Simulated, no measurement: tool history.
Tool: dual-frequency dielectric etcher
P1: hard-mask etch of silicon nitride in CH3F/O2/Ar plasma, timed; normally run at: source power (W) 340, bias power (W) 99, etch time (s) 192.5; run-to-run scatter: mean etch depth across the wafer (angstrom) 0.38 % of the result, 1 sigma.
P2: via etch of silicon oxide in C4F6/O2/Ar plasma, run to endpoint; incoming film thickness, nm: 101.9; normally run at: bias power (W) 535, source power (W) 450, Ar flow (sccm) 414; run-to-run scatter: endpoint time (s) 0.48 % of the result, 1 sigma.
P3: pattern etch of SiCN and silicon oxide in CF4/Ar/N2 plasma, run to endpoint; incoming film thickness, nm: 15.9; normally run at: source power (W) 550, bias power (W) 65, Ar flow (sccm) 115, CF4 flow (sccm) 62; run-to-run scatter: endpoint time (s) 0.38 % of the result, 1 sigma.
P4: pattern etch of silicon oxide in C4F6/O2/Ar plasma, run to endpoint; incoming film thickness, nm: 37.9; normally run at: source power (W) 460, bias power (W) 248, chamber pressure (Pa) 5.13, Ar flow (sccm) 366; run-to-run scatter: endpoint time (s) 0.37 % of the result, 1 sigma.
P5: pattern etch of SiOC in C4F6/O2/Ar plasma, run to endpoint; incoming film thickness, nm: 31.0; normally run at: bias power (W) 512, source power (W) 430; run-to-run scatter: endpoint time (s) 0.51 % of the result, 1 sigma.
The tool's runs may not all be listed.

run	hour	process that ran	source power (W)	bias power (W)	etch time (s)	Ar flow (sccm)	CF4 flow (sccm)	chamber pressure (Pa)	hours since the last wet clean	hours since the last source power generator calibration	hours since the last bias power generator calibration	mean etch depth across the wafer (angstrom)	endpoint time (s)
1	8.6	P1	340	99	192.5				495.9	2030.2	846.7	1419.5	
2	17.9	P3	550	65		115	62		505.2	2039.5	856.0		16.8590
3	26.8	P1	230	99	192.5				514.1	2048.4	864.9	1233.6	
4	35.0	P3	550	65		115	84		522.3	2056.6	873.1		16.0240
5	40.6	P4	460	248		366		5.13	527.9	2062.2	878.7		10.8580
6	49.8	P1	280	63	192.5				537.1	2071.4	887.9	1122.8	
7	59.4	P2	450	535		321			546.7	2081.0	897.5		20.6340
8	68.9	P3	550	65		115	62		556.2	2090.5	907.0		16.8220
9	77.1	P1	340	99	192.5				564.4	2098.7	915.2	1413.6	
10	84.4	P1	340	99	192.5				571.7	2106.0	922.5	1414.9	
11	93.2	P1	340	77	192.5				580.5	2114.8	931.3	1296.0	
12	97.8	P4	460	181		366		5.13	585.1	2119.4	935.9		12.0220
13	104.1	P1	340	99	192.5				591.4	2125.7	942.2	1419.6	
14	113.5	P2	450	535		414			600.8	2135.1	951.6		21.2230
15	120.8	P1	450	99	192.5				608.1	2142.4	958.9	1563.8	
16	126.0	P3	750	65		115	62		613.3	2147.6	964.1		12.8300
17	130.7	P1	340	122	192.5				618.0	2152.3	968.8	1529.4	
18	137.8	P1	340	99	192.5				625.1	2159.4	975.9	1421.5	
19	147.6	P3	550	90		115	62		634.9	2169.2	985.7		15.0510
20	156.3	P1	340	99	192.5				643.6	2177.9	994.4	1416.7	
21	164.0	P3	550	65		154	62		651.3	2185.6	1002.1		17.8420
22	173.6	P1	340	99	282.0				660.9	2195.2	1011.7	2096.0	
23	177.9	P1	340	99	146.5				665.2	2199.5	1016.0	1076.2	
24	186.4	P4	460	248		366		3.33	673.7	2208.0	1024.5		10.3150
# hour 190.4: source power generator calibrated
25	193.7	P4	460	248		279		5.13	681.0	3.3	1031.8		10.6060
26	199.9	P5	430	512					687.2	9.5	1038.0		9.9543
27	206.6	P2	450	338		414			693.9	16.2	1044.7		25.0790
28	214.3	P5	550	512					701.6	23.9	1052.4		9.0677
29	220.8	P1	340	99	192.5				708.1	30.4	1058.9	1423.1	
30	229.3	P4	650	248		366		5.13	716.6	38.9	1067.4		9.4835
31	237.5	P5	430	313					724.8	47.1	1075.6		11.9520
32	244.2	P2	290	535		414			731.5	53.8	1082.3		25.0400
33	252.1	P1	340	99	192.5				739.4	61.7	1090.2	1416.4	
34	260.1	P1	340	99	192.5				747.4	69.7	1098.2	1397.5	
# hour 269.4: wet clean of the chamber
35	269.8	P1	340	99	192.5				0.5	79.4	1107.9	1399.0	

Run 36 comes next. What will it give?
36	278.9	P1	340	99	192.5				9.6	88.5	1117.0	?	

{"run 36": {"mean etch depth across the wafer (angstrom)": 1393.5}}
